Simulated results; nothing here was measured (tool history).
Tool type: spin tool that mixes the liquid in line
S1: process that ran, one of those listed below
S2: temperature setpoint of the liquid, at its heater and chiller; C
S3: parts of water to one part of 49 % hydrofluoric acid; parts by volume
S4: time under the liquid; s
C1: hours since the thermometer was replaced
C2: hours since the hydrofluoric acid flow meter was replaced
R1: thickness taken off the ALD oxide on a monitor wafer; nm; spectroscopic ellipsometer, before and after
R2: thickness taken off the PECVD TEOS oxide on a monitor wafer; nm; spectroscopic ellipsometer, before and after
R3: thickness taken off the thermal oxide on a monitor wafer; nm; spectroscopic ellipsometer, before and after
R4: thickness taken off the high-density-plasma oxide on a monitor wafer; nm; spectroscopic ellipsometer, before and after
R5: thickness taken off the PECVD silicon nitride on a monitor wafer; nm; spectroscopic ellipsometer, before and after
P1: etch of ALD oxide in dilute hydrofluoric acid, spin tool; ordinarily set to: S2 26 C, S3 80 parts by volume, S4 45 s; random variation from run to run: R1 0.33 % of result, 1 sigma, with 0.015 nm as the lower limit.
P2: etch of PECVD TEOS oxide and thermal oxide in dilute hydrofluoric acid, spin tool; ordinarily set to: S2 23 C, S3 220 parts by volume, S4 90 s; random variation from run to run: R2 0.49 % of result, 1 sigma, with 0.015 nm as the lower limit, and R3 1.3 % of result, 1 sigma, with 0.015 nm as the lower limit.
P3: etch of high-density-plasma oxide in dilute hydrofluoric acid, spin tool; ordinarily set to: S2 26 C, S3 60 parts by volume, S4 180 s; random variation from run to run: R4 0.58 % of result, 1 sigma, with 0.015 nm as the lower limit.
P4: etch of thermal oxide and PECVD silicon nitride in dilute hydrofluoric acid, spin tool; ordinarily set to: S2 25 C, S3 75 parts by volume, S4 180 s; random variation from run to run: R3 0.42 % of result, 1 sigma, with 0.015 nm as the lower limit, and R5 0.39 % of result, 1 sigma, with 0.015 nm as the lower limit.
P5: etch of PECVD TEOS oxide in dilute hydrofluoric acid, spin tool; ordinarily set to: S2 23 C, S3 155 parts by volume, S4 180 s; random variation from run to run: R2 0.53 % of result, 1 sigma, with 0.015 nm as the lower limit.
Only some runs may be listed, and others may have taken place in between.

run   hour  S1  S2   S3   S4      C1     C2      R1      R2      R3      R4      R5
  1    8.2  P1  26   80   45  1150.3  471.9  14.975
  2   17.8  P2  23   65   90  1159.9  481.5          22.279  6.9739
  3   27.1  P1  26   80   75  1169.2  490.8  24.962
  4   37.9  P5  23  155  180    1180  501.6          13.165
  5     48  P1  26  130   45  1190.1  511.7  8.6465
  6   55.9  P3  26   25  180    1198  519.6                          54.796
  7     66  P5  17  155  180  1208.1  529.7          10.394
  8   77.2  P1  26   80   20  1219.3  540.9   6.686
  9   83.9  P1  21  135   45    1226  547.6   6.851
 10   98.3  P3  26   60  180  1240.4    562                          21.523
 11  105.4  P4  25   75  180  1247.5  569.1                  12.135          5.8048
 12  112.2  P4  25  140  180  1254.3  575.9                  6.0449          3.1146
 13  119.2  P1  20   35   45  1261.3  582.9  28.351
 14  133.3  P2  23  220   90  1275.4    597          5.4991  1.7319
 15  147.5  P1  26   80   45  1289.6  611.2  14.971
 16  156.6  P2  23  220  145  1298.7  620.3           8.836  2.7576
 17  171.3  P4  25   75   70  1313.4    635                   4.765          2.2768
 18  185.8  P1  31   80   45  1327.9  649.5  18.168
 19  195.3  P3  26   60  325  1337.4    659                          38.686
 20  206.8  P2  17  220   90  1348.9  670.5          4.3209   1.374
 21  219.1  P4  25   75  180  1361.2  682.8                  12.113          5.8387
 22  230.2  P5  23  155  180  1372.3  693.9          13.169
 23  237.8  P1  26   80   45  1379.9  701.5  15.009
 24  252.4  P3  18   60  180  1394.5  716.1                          15.519
 25  262.7  P2  23  220   90  1404.8  726.4          5.5093  1.7085
 26  269.6  P1  26   80   45  1411.7  733.3  14.946
 27  279.5  P1  19   80   45  1421.6  743.2  11.202
 28    294  P5  23  225  180  1436.1  757.7          8.4231
 29  306.4  P1  26   80   45  1448.5  770.1  14.923
 30  316.5  P5  23  155   75  1458.6  780.2           5.437
 31    326  P1  26   20   45  1468.1  789.7  64.688
 32  335.5  P1  26   80   45  1477.6  799.2  14.984
 33  347.7  P1  26   80   45  1489.8  811.4  15.021
 34  360.5  P4  17   75  180  1502.6  824.2                  8.8055          3.3657
 35  370.3  P1  26   80   45  1512.4    834   14.98
 36  381.8  P1  26   80   45  1523.9  845.5  14.525
 37  391.8  P1  26   80   45  1533.9  855.5  14.334
 38    401  P1  26   80   45  1543.1  864.7  14.261
 39  410.4  P1  26   80   45  1552.5  874.1   14.17
 40  424.5  P1  26   80   45  1566.6  888.2  14.033
 41  431.4  P1  26   80   45  1573.5  895.1   14.06
 42  442.1  P1  26   80   45  1584.2  905.8  13.958
 43  453.1  P1  26   80   45  1595.2  916.8  13.935
 44  463.3  P1  26   80   45  1605.4    927  14.017
 45  476.6  P1  26   80   45  1618.7  940.3  13.927

P1 no longer gives what it gave before; its output has crept away from where it was. The following 2 causes, each at its listed size, fit the log equally well:
A: liquid colder than its thermometer reads (K) = 1.75
B: hydrofluoric acid flow below the setpoint (%) = 6.07
The creep began at about hour 370.3.

Question marks stand in for the results of the 4 check runs listed below, each run on one wafer. Under which run would the listed causes show clearly different results?
check 1  489.9  P3    26   40  180                       ?
check 2  489.9  P4    19   75  180                   ?       ?
check 3  489.9  P5    17  155   90               ?
check 4  489.9  P2  17.5  220   90               ?   ?

Check results expected under each cause:
  check  result    if A    if B
check 1      R4  30.944  31.125
check 2      R3  8.8509   8.905
check 2      R5  3.4243    3.64
check 3      R2   4.808  4.8076
check 4      R2  4.1649  4.1396
check 4      R3  1.2983  1.2904
Separation of the two closest causes in each check, using whichever result separates them best: check 1 0.58 %; check 2 6.11 %; check 3 0.01 %; check 4 0.61 %
Check 2 tells the causes apart: in the others they would give nearly the same result.

Then check 2 was run and gave: R3 8.8372 nm; R5 3.6796 nm. Which cause is it?

It is B: hydrofluoric acid flow below the setpoint (%).

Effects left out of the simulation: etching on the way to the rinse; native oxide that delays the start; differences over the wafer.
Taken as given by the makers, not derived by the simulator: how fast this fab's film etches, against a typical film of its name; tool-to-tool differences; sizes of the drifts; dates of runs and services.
